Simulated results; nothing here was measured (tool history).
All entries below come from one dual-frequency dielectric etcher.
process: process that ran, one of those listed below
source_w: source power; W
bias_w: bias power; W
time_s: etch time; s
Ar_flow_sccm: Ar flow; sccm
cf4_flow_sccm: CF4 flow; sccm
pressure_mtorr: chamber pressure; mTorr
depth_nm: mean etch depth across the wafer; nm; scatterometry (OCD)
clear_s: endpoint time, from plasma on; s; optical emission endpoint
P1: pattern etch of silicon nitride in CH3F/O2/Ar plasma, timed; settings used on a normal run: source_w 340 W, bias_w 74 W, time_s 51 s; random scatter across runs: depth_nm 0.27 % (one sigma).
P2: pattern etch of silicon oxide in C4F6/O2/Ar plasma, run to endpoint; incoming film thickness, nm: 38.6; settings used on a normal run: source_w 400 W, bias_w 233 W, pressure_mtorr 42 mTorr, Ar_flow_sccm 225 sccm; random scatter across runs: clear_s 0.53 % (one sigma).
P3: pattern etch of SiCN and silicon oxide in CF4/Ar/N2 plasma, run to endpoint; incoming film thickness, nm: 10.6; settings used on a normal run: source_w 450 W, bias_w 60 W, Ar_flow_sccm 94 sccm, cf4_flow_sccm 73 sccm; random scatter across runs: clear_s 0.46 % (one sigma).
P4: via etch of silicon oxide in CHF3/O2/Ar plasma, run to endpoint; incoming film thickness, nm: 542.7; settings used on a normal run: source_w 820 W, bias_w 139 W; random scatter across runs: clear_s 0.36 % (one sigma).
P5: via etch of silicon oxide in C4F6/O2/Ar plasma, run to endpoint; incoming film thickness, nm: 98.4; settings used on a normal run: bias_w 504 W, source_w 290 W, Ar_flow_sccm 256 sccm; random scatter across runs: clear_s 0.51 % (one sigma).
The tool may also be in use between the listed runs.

Run 1, hour 6.5: process P1, source_w 340 W, bias_w 74 W, time_s 51 s. Result: depth_nm 34.732 nm.
Run 2, hour 14.1: process P1, source_w 340 W, bias_w 56 W, time_s 51 s. Result: depth_nm 31.618 nm.
Run 3, hour 20.3: process P3, source_w 280 W, bias_w 60 W, Ar_flow_sccm 94 sccm, cf4_flow_sccm 73 sccm. Result: clear_s 19.995 s.
Run 4, hour 24.3: process P1, source_w 340 W, bias_w 74 W, time_s 51 s. Result: depth_nm 34.8 nm.
Run 5, hour 30.1: process P5, source_w 290 W, bias_w 504 W, Ar_flow_sccm 180 sccm. Result: clear_s 22.917 s.
Run 6, hour 35.2: process P4, source_w 820 W, bias_w 139 W. Result: clear_s 257.89 s.
Run 7, hour 43.9: process P3, source_w 450 W, bias_w 60 W, Ar_flow_sccm 61 sccm, cf4_flow_sccm 73 sccm. Result: clear_s 12.303 s.
Run 8, hour 52: process P5, source_w 400 W, bias_w 504 W, Ar_flow_sccm 256 sccm. Result: clear_s 20.91 s.
Run 9, hour 58.8: process P3, source_w 450 W, bias_w 36 W, Ar_flow_sccm 94 sccm, cf4_flow_sccm 73 sccm. Result: clear_s 15.189 s.
Run 10, hour 67.4: process P5, source_w 290 W, bias_w 504 W, Ar_flow_sccm 256 sccm. Result: clear_s 23.501 s.
Run 11, hour 71.7: process P3, source_w 450 W, bias_w 60 W, Ar_flow_sccm 94 sccm, cf4_flow_sccm 73 sccm. Result: clear_s 13.285 s.
Run 12, hour 77.2: process P2, source_w 400 W, bias_w 170 W, Ar_flow_sccm 225 sccm, pressure_mtorr 42 mTorr. Result: clear_s 12.898 s.
Run 13, hour 85.3: process P1, source_w 280 W, bias_w 74 W, time_s 51 s. Result: depth_nm 32.242 nm.
Run 14, hour 90.4: process P4, source_w 820 W, bias_w 97 W. Result: clear_s 288.65 s.
Run 15, hour 97.5: process P5, source_w 290 W, bias_w 292 W, Ar_flow_sccm 256 sccm. Result: clear_s 29.112 s.
Run 16, hour 105.1: process P1, source_w 430 W, bias_w 74 W, time_s 51 s. Result: depth_nm 38.084 nm.
Run 17, hour 111.6: process P2, source_w 400 W, bias_w 233 W, Ar_flow_sccm 134 sccm, pressure_mtorr 42 mTorr. Result: clear_s 11.073 s.
Run 18, hour 119.1: process P1, source_w 340 W, bias_w 87 W, time_s 51 s. Result: depth_nm 36.784 nm.
Run 19, hour 125.3: process P1, source_w 340 W, bias_w 74 W, time_s 51 s. Result: depth_nm 34.924 nm.
Run 20, hour 133.3: process P2, source_w 400 W, bias_w 233 W, Ar_flow_sccm 225 sccm, pressure_mtorr 42 mTorr. Result: clear_s 11.637 s.
Run 21, hour 139.8: process P1, source_w 340 W, bias_w 74 W, time_s 51 s. Result: depth_nm 34.705 nm.
Run 22, hour 144.5: process P3, source_w 450 W, bias_w 60 W, Ar_flow_sccm 94 sccm, cf4_flow_sccm 100 sccm. Result: clear_s 12.567 s.
Run 23, hour 151.9: process P4, source_w 510 W, bias_w 139 W. Result: clear_s 312.89 s.
Run 24, hour 156: process P1, source_w 340 W, bias_w 92 W, time_s 67 s. Result: depth_nm 49.319 nm.
Run 25, hour 162.8: process P4, source_w 820 W, bias_w 139 W. Result: clear_s 259.99 s.
Run 26, hour 168.9: process P2, source_w 400 W, bias_w 233 W, Ar_flow_sccm 225 sccm, pressure_mtorr 56 mTorr. Result: clear_s 11.991 s.
Run 27, hour 176: process P2, source_w 300 W, bias_w 233 W, Ar_flow_sccm 225 sccm, pressure_mtorr 42 mTorr. Result: clear_s 12.974 s.
Run 28, hour 180: process P1, source_w 340 W, bias_w 74 W, time_s 28 s. Result: depth_nm 19.017 nm.
Run 29, hour 184.3: process P1, source_w 250 W, bias_w 97 W, time_s 51 s. Result: depth_nm 34.256 nm.
Run 30, hour 190.4: process P1, source_w 340 W, bias_w 74 W, time_s 68 s. Result: depth_nm 46.522 nm.
Run 31, hour 198.3: process P1, source_w 340 W, bias_w 74 W, time_s 51 s. Result: depth_nm 34.774 nm.
Run 32, hour 202.2: process P1, source_w 340 W, bias_w 74 W, time_s 51 s. Result: depth_nm 34.613 nm.
Run 33, hour 210.1: process P1, source_w 340 W, bias_w 74 W, time_s 51 s. Result: depth_nm 34.433 nm.
Run 34, hour 215.4: process P1, source_w 340 W, bias_w 74 W, time_s 51 s. Result: depth_nm 34.244 nm.
Run 35, hour 219.7: process P1, source_w 340 W, bias_w 74 W, time_s 51 s. Result: depth_nm 34.485 nm.
At hour 226.9: wet clean of the chamber.
Run 36, hour 227.3: process P1, source_w 340 W, bias_w 74 W, time_s 51 s. Result: depth_nm 34.246 nm.
Run 37, hour 231.6: process P1, source_w 340 W, bias_w 74 W, time_s 51 s. Result: depth_nm 34.154 nm.
Run 38, hour 239.3: process P1, source_w 340 W, bias_w 74 W, time_s 51 s. Result: depth_nm 34.207 nm.
Run 39, hour 243.9: process P1, source_w 340 W, bias_w 74 W, time_s 51 s. Result: depth_nm 34.23 nm.
Run 40, hour 249.9: process P1, source_w 340 W, bias_w 74 W, time_s 51 s. Result: depth_nm 34.035 nm.
Run 41, hour 256.5: process P1, source_w 340 W, bias_w 74 W, time_s 51 s. Result: depth_nm 34.276 nm.
Run 42, hour 263.4: process P1, source_w 340 W, bias_w 74 W, time_s 51 s. Result: depth_nm 34.242 nm.

P1 no longer gives what it gave before; its output has crept away from where it was. The following 2 causes, each at its listed size, fit the log equally well:
A: bias power that arrives under what is set, % = 4.69
B: source power that arrives under what is set, % = 4.33
The process output started creeping at around hour 198.3.
All other causes, with the reason each is excluded:
chamber walls in a state that lowers the etch rate, %: serviced at hour 226.9, which brought nothing back

The 4 check runs listed below each average the results of 2 wafers, and their outcomes are marked with question marks. Under which run would the listed causes produce clearly different results?
Run check 1, hour 270.3: process P4, source_w 660 W, bias_w 103 W. Result: clear_s ?.
Run check 2, hour 270.3: process P2, source_w 400 W, bias_w 233 W, Ar_flow_sccm 174 sccm, pressure_mtorr 42 mTorr. Result: clear_s ?.
Run check 3, hour 270.3: process P5, source_w 290 W, bias_w 424 W, Ar_flow_sccm 204 sccm. Result: clear_s ?.
Run check 4, hour 270.3: process P3, source_w 300 W, bias_w 60 W, Ar_flow_sccm 94 sccm, cf4_flow_sccm 99 sccm. Result: clear_s ?.

What every check run would give for each of its results, assuming each possible cause in turn:
  check   result    if A    if B
check 1  clear_s  314.21  315.34
check 2  clear_s  11.517  11.529
check 3  clear_s  25.134  25.099
check 4  clear_s   18.33  18.781
Gap, in per cent, between the two causes that each check separates least, read from the result that separates them most: check 1 0.36 %; check 2 0.1 %; check 3 0.14 %; check 4 2.43 %
The other checks would show nearly matching results whichever cause is true, so check 4 is the only one that separates the causes.

Check 4 has now been run. It gave: clear_s 18.316 s. Which of the candidate causes is it?

A is the cause: bias power that arrives under what is set, %.
